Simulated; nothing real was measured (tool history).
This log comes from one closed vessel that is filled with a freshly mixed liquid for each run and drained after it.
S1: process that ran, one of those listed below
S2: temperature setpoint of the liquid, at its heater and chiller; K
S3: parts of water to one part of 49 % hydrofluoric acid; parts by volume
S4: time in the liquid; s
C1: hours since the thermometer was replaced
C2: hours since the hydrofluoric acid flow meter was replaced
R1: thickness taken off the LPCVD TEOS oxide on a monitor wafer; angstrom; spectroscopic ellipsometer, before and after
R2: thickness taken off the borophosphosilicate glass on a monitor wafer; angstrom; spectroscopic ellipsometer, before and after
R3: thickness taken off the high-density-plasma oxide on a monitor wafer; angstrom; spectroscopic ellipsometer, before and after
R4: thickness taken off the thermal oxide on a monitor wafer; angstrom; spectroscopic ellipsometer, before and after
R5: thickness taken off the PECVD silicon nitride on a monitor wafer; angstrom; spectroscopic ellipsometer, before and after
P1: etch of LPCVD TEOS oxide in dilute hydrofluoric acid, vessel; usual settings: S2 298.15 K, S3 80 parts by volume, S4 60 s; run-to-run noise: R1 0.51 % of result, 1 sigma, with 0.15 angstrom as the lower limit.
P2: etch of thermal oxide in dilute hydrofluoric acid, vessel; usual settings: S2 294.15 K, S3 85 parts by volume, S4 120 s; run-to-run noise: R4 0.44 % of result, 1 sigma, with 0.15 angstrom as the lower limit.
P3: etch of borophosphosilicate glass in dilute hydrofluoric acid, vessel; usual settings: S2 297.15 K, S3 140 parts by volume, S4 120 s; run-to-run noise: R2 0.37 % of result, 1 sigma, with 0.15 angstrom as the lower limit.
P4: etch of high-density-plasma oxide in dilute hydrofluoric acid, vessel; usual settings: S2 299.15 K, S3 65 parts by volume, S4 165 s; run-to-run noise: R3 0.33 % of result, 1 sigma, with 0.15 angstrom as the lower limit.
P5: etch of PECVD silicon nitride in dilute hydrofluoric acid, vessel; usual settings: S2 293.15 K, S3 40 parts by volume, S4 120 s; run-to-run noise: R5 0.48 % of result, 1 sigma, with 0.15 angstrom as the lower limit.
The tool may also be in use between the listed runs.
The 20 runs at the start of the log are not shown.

run 21 hour=114.0 | S1=P1 S2=305.65 S3=80 S4=105 | C1=82.3 C2=561.0 | R1=898.99
run 22 hour=118.8 | S1=P3 S2=297.15 S3=215 S4=120 | C1=87.1 C2=565.8 | R2=310.63
run 23 hour=123.6 | S1=P3 S2=297.15 S3=140 S4=195 | C1=91.9 C2=570.6 | R2=829.42
run 24 hour=127.9 | S1=P1 S2=298.15 S3=80 S4=30 | C1=96.2 C2=574.9 | R1=191.62
run 25 hour=134.1 | S1=P1 S2=304.65 S3=80 S4=60 | C1=102.4 C2=581.1 | R1=495.12
run 26 hour=138.2 | S1=P1 S2=298.15 S3=140 S4=60 | C1=106.5 C2=585.2 | R1=206.56
-- hour=140.0 hydrofluoric acid flow meter replaced
run 27 hour=144.2 | S1=P4 S2=299.15 S3=65 S4=165 | C1=112.5 C2=4.2 | R3=146.200
run 28 hour=148.6 | S1=P4 S2=299.15 S3=65 S4=165 | C1=116.9 C2=8.6 | R3=146.330
run 29 hour=152.1 | S1=P2 S2=294.15 S3=25 S4=120 | C1=120.4 C2=12.1 | R4=218.360
run 30 hour=155.4 | S1=P2 S2=294.15 S3=85 S4=120 | C1=123.7 C2=15.4 | R4=59.498
run 31 hour=161.0 | S1=P1 S2=298.15 S3=80 S4=60 | C1=129.3 C2=21.0 | R1=384.70
run 32 hour=164.3 | S1=P5 S2=293.15 S3=20 S4=120 | C1=132.6 C2=24.3 | R5=118.090
run 33 hour=167.7 | S1=P3 S2=304.15 S3=140 S4=120 | C1=136.0 C2=27.7 | R2=668.10
run 34 hour=171.1 | S1=P4 S2=304.65 S3=65 S4=165 | C1=139.4 C2=31.1 | R3=181.210

The next listed run, before its measurement:
run 35 hour=177.2 | S1=P1 S2=298.15 S3=80 S4=60 | C1=145.5 C2=37.2 | R1=?

Run 35 produced R1 386.65 angstrom.
